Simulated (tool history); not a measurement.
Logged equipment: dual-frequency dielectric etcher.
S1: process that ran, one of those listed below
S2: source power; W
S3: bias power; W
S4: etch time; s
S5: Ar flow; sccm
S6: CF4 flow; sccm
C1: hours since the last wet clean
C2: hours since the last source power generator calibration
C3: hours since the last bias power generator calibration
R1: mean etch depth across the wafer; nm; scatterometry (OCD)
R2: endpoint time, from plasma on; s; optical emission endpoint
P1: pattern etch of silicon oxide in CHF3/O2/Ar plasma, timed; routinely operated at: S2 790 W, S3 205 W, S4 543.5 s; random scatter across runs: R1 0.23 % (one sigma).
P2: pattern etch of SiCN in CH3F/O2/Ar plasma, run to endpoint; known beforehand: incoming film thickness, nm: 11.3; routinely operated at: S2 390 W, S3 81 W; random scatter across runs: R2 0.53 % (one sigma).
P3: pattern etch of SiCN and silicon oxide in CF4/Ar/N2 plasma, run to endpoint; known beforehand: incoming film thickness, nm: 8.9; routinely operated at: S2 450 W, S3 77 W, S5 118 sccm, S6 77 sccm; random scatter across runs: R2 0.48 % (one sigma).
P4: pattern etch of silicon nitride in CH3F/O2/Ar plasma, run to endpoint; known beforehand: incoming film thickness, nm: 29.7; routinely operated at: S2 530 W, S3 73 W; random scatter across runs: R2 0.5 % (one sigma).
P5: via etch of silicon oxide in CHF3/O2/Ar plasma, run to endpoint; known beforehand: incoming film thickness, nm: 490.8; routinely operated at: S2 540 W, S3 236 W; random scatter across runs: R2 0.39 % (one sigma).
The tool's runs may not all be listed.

run,day,S1,S2,S3,S4,S5,S6,C1,C2,C3,R1,R2
1,0.375,P1,790,205,543.5,,,313,907.3,3174.7,1247.3,
2,0.733,P1,790,205,543.5,,,321.6,915.9,3183.3,1248.2,
3,1.121,P1,790,205,543.5,,,330.9,925.2,3192.6,1245,
4,1.575,P5,540,193,,,,341.8,936.1,3203.5,,255.26
5,1.938,P1,550,205,543.5,,,350.5,944.8,3212.2,1086.8,
6,2.392,P1,790,274,543.5,,,361.4,955.7,3223.1,1382.2,
7,2.912,P1,790,205,543.5,,,373.9,968.2,3235.6,1248.4,
8,3.438,P3,450,46,,118,77,386.5,980.8,3248.2,,12.347
9,3.983,P5,540,236,,,,399.6,993.9,3261.3,,239.11
10,4.317,P3,450,77,,118,77,407.6,1001.9,3269.3,,10.396
11,4.633,P1,790,205,350.5,,,415.2,1009.5,3276.9,805.19,
12,5.125,P1,790,205,698.5,,,427,1021.3,3288.7,1604,
13,5.542,P1,1030,205,543.5,,,437,1031.3,3298.7,1384.8,
14,6.05,P5,670,236,,,,449.2,1043.5,3310.9,,220.17
15,6.525,P3,450,77,,151,77,460.6,1054.9,3322.3,,10.771
16,6.992,P1,1010,167,543.5,,,471.8,1066.1,3333.5,1279.2,
17,7.283,P2,500,81,,,,478.8,1073.1,3340.5,,26.82
18,7.808,P4,660,73,,,,491.4,1085.7,3353.1,,35.348
19,8.062,P4,530,73,,,,497.5,1091.8,3359.2,,38.67
20,8.421,P1,790,149,543.5,,,506.1,1100.4,3367.8,1119.9,
# day 8.638: wet clean of the chamber
21,8.754,P1,790,205,543.5,,,2.8,1108.4,3375.8,1247.7,
22,9,P3,450,77,,118,48,8.7,1114.3,3381.7,,11.173
23,9.346,P5,540,236,,,,17,1122.6,3390,,238.2
24,9.804,P1,790,205,543.5,,,28,1133.6,3401,1242.4,
25,10.246,P1,1090,240,543.5,,,38.6,1144.2,3411.6,1493,
26,10.8,P2,390,106,,,,51.9,1157.5,3424.9,,26.784
27,11.242,P3,550,77,,118,77,62.5,1168.1,3435.5,,8.6734
28,11.496,P4,530,97,,,,68.6,1174.2,3441.6,,34.924
29,11.808,P2,390,81,,,,76.1,1181.7,3449.1,,29.5
30,12.2,P1,790,205,543.5,,,85.5,1191.1,3458.5,1246.2,
31,12.596,P1,790,205,543.5,,,95,1200.6,3468,1251.2,
32,13.15,P1,790,205,543.5,,,108.3,1213.9,3481.3,1258.2,
33,13.667,P1,790,205,543.5,,,120.7,1226.3,3493.7,1259.7,
34,14.225,P1,790,205,543.5,,,134.1,1239.7,3507.1,1260.6,
35,14.604,P1,790,205,543.5,,,143.2,1248.8,3516.2,1265.3,
36,15.129,P1,790,205,543.5,,,155.8,1261.4,3528.8,1262.2,
37,15.504,P1,790,205,543.5,,,164.8,1270.4,3537.8,1271.4,
# day 15.688: wet clean of the chamber
38,15.875,P1,790,205,543.5,,,4.6,1279.3,3546.7,1266.7,
39,16.442,P1,790,205,543.5,,,18.2,1292.9,3560.3,1269.2,
40,16.979,P1,790,205,543.5,,,31.1,1305.8,3573.2,1271.2,

What P1 gives has crept away from where it was. These 2 causes fit the log equally well, each at the size given:
A: source power that arrives over what is set, % = 4.21
B: bias power that arrives over what is set, % = 4.74
The onset of the drift is placed at about day 12.2.
What rules out each remaining cause:
chamber walls in a state that raises the etch rate, %: work on it at day 15.688, done after the drift set in, did not restore what the process gave before

Of the 4 check runs below, each run on 3 wafers with the results averaged and each result still a question mark, which one would tell the listed causes apart?
check 1,17.517,P5,540,236,,,,,,,,?
check 2,17.517,P3,450,77,,118,77,,,,,?
check 3,17.517,P2,390,81,,,,,,,,?
check 4,17.517,P4,530,73,,,,,,,,?

What each check would give under each cause:
check,result,if A,if B
check 1,R2,234.43,234.19
check 2,R2,10.018,10.222
check 3,R2,28.971,28.928
check 4,R2,37.932,37.936
How far apart the two closest causes lie, in the result that separates them most: check 1 0.1 %; check 2 2.02 %; check 3 0.15 %; check 4 0.01 %
Only check 2 tells the causes apart: in the others they would give nearly the same result.

Here is what check 2 returned: R2 10.257 s. Which cause is it?

B is the cause: bias power that arrives over what is set, %.
